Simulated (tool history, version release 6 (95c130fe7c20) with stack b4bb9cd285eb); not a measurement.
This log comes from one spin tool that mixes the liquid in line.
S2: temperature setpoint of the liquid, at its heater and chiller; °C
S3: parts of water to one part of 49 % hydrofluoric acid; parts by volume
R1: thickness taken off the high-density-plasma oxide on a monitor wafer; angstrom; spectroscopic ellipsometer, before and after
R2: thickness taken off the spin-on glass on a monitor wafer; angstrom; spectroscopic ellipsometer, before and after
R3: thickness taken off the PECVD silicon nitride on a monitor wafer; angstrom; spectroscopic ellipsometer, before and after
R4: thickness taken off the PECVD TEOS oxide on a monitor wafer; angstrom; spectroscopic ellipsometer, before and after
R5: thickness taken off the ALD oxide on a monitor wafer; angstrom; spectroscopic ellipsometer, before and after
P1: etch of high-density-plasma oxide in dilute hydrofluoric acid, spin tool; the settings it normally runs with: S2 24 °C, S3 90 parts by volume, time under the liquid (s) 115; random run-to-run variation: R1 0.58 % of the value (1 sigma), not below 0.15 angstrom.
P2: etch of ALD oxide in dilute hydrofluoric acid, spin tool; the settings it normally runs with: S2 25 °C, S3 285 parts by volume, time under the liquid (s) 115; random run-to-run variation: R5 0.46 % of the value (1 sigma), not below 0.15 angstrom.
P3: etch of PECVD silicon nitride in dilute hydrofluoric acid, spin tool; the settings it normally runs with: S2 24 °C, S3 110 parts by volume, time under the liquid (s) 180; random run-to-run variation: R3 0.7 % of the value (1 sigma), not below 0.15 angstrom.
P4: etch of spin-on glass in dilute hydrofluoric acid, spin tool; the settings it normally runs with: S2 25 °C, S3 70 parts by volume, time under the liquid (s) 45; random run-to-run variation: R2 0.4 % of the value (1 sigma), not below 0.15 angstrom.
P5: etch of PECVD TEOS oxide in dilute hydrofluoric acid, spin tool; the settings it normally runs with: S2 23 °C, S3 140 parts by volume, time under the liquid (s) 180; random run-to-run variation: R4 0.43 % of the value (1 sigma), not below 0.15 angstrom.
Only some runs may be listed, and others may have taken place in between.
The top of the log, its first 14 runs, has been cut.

Run 15, day 5.062: process that ran P5, S2 23 °C, S3 230 parts by volume, time under the liquid (s) 180. Result: R4 78.506 angstrom.
Run 16, day 5.329: process that ran P3, S2 24 °C, S3 110 parts by volume, time under the liquid (s) 355. Result: R3 76.493 angstrom.
Run 17, day 5.708: process that ran P1, S2 24 °C, S3 90 parts by volume, time under the liquid (s) 115. Result: R1 65.128 angstrom.
Run 18, day 5.933: process that ran P1, S2 27.5 °C, S3 90 parts by volume, time under the liquid (s) 115. Result: R1 73.802 angstrom.
Run 19, day 6.162: process that ran P2, S2 25 °C, S3 285 parts by volume, time under the liquid (s) 15. Result: R5 9.2076 angstrom.
Run 20, day 6.542: process that ran P5, S2 23 °C, S3 140 parts by volume, time under the liquid (s) 180. Result: R4 141.72 angstrom.
Run 21, day 6.85: process that ran P2, S2 25 °C, S3 125 parts by volume, time under the liquid (s) 115. Result: R5 186.57 angstrom.
Run 22, day 7.071: process that ran P5, S2 30 °C, S3 140 parts by volume, time under the liquid (s) 180. Result: R4 184.8 angstrom.
Run 23, day 7.458: process that ran P3, S2 29 °C, S3 110 parts by volume, time under the liquid (s) 180. Result: R3 52.498 angstrom.

Expected results for the next run?
Run 24, day 7.879: process that ran P2, S2 25 °C, S3 285 parts by volume, time under the liquid (s) 115. Result: R5 ?.

Run 24 yielded R5 68.806 angstrom.

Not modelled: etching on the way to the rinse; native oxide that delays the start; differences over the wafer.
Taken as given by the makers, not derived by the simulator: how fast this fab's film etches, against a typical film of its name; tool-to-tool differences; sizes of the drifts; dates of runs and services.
